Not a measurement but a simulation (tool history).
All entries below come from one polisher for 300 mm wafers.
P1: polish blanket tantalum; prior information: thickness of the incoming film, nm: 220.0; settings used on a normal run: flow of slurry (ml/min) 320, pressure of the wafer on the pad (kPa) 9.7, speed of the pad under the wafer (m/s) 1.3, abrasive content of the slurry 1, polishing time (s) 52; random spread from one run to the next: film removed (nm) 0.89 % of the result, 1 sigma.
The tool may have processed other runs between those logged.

run,hour,flow of slurry (ml/min),pressure of the wafer on the pad (kPa),speed of the pad under the wafer (m/s),abrasive content of the slurry,polishing time (s),wafers polished on this pad,hours since the slurry nozzle was cleaned,hours since the head pressure was calibrated,hours since the slurry blender was calibrated,film removed (nm)
1,12,320,9.7,1.3,1,52,630,335.3,185.2,47.9,66.608
2,24.2,505,9.7,1.3,1,52,816,347.5,197.4,60.1,67.877
3,39.9,320,9.7,1.3,1.35,52,1055,363.2,213.1,75.8,72.191
4,52.8,320,9.7,2.04,1,52,1252,376.1,226,88.7,105.16
5,67.7,320,7.6,1.3,1.4,52,1479,391,240.9,103.6,57.243
6,84.5,320,4.8,1.3,1,52,1735,407.8,257.7,120.4,33.381
# hour 89.3: slurry nozzle cleaned
7,92.9,320,9.7,0.62,1,52,1863,3.7,266.1,128.8,31.977
8,107.1,320,9.7,1.3,1,23,2079,17.9,280.3,143,29.856
9,119.4,320,9.7,1.3,1,52,2266,30.2,292.6,155.3,67.275
10,127.8,320,9.7,1.3,1,52,2394,38.6,301,163.7,67.5
11,142.1,320,9.7,1.3,1,72,2612,52.9,315.3,178,93.549
12,157.5,320,12.4,1.3,1,52,2847,68.3,330.7,193.4,86.403
13,167.9,190,9.7,1.3,1,52,3005,78.7,341.1,203.8,62.815
14,186.5,320,9.7,1.3,1,52,3288,97.3,359.7,222.4,66.734
15,203.9,320,9.7,1.3,0.5,52,3553,114.7,377.1,239.8,51.53
16,222.1,440,9.7,1.84,1,52,3831,132.9,395.3,258,97.093
17,234.1,190,13.1,1.3,1,52,4013,144.9,407.3,270,85.541
18,245.2,320,9.7,1.3,1,52,4183,156,418.4,281.1,66.842
19,259.8,320,9.7,1.3,1,52,4405,170.6,433,295.7,66.791
20,268.5,320,9.7,1.3,1,52,4538,179.3,441.7,304.4,64.884
21,285.3,320,9.7,1.3,1,52,4793,196.1,458.5,321.2,63.508
22,303.7,320,9.7,1.3,1,52,5074,214.5,476.9,339.6,62.81
# hour 313.9: slurry nozzle cleaned
23,320,320,9.7,1.3,1,52,5322,6.1,493.2,355.9,60.496
# hour 321.4: head pressure recalibrated
24,334.1,320,9.7,1.3,1,52,5537,20.2,12.8,370,60.307
25,346.8,320,9.7,1.3,1,52,5730,32.9,25.5,382.7,60.262
26,361.2,320,9.7,1.3,1,52,5950,47.3,39.9,397.1,60.882
27,376.7,320,9.7,1.3,1,52,6186,62.8,55.4,412.6,60.303

Run 28 has not been measured yet. What should we expect?
28,386.2,320,9.7,1.3,1,52,6330,72.3,64.9,422.1,?

film removed (nm): 61.368
